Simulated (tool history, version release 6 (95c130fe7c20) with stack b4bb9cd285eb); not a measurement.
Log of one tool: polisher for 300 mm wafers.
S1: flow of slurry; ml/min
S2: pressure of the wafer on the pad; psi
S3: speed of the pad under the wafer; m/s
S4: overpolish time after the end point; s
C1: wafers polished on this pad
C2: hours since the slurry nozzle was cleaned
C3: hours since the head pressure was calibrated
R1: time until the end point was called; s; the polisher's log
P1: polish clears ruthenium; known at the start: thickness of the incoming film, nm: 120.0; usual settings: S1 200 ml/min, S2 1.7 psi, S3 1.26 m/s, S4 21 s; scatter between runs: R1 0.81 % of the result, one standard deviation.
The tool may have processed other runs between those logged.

run   hour   S1   S2    S3  S4    C1     C2      C3       R1
  1   10.9  200  1.7  1.26  21   449  515.5   892.9  119.800
  2   22.1  200  1.7  1.26  21   545  526.7   904.1  121.450
  3   30.7  200  1.7  1.26  21   618  535.3   912.7  121.050
  4   41.8  200  1.7  0.68  21   713  546.4   923.8  220.480
  5   52.9  200  1.7  1.26  21   808  557.5   934.9  121.100
  6   62.4  200  1.2  1.26  21   889  567.0   944.4  170.930
  7   72.1  200  2.6  1.26  21   972  576.7   954.1   79.032
  8   83.5  200  1.7  1.26  21  1069  588.1   965.5  121.250
  9   89.6  200  0.9  0.94  21  1121  594.2   971.6  303.480
 10   94.8  200  1.7  1.26  31  1165  599.4   976.8  120.220
 11  106.2  200  1.7  1.26  21  1263  610.8   988.2  121.640
 12  113.0  270  1.7  1.26  21  1321  617.6   995.0  115.810
 13  122.5  200  2.3  0.58  21  1402  627.1  1004.5  192.850
 14  130.7  200  1.7  1.26   6  1472  635.3  1012.7  121.030
 15  140.6  200  1.7  1.66  21  1556  645.2  1022.6   91.428
     141.8  -- head pressure recalibrated
 16  151.6  295  1.7  1.26   6  1650  656.2     9.9  114.960
 17  157.4  120  1.7  1.26  21  1699  662.0    15.7  133.340
 18  168.9  200  1.7  1.26  21  1798  673.5    27.2  120.090
 19  174.4  200  1.7  1.26  21  1845  679.0    32.7  122.220
 20  181.2  200  1.7  1.26  21  1903  685.8    39.5  124.590
 21  187.5  200  1.7  1.26  21  1956  692.1    45.8  124.220
 22  196.9  200  1.7  1.26  21  2037  701.5    55.2  124.460
 23  203.8  200  1.7  1.26  21  2095  708.4    62.1  125.140
     210.2  -- head pressure recalibrated
 24  214.4  200  1.7  1.26  21  2186  719.0     4.3  126.820
 25  223.8  200  1.7  1.26  21  2266  728.4    13.7  127.560
 26  235.2  200  1.7  1.26  21  2363  739.8    25.1  126.770
 27  244.4  200  1.7  1.26  21  2442  749.0    34.3  127.860

P1 no longer gives what it gave before; its output has crept away from where it was. The following 2 causes, each at its listed size, fit the log equally well:
A: removal rate lost through wear of the pad, % = 4.84
B: slurry flow missing at the pad, % = 27.5
The creep began at about hour 168.9.
Excluded causes, each with its reason:
head's pressure below its setpoint, %: was serviced at hour 210.2, once the creep was under way, yet the earlier output never came back

Which of the 4 check runs listed below, each an average over 5 wafers with its results shown as question marks, gives clearly different results under the different listed causes?
check 1  253.6  200  1.7  1.26  11               ?
check 2  253.6  200  2.4  1.26  30               ?
check 3  253.6  120  1.7  1.26  21               ?
check 4  253.6  200  1.7  0.74   6               ?

Outcome of each check run for each possible cause:
  check  result     if A     if B
check 1      R1  127.080  127.060
check 2      R1   90.015   90.004
check 3      R1  138.530  142.630
check 4      R1  216.380  216.350
Per-check spread between the two closest causes, in the result where they differ most: check 1 0.01 %; check 2 0.01 %; check 3 2.92 %; check 4 0.01 %
Only check 3 tells the causes apart: in the others they would give nearly the same result.

Running check 3 produced the following: R1 138.030 s. Which one of the listed causes fits?

It was cause A: removal rate lost through wear of the pad, %.
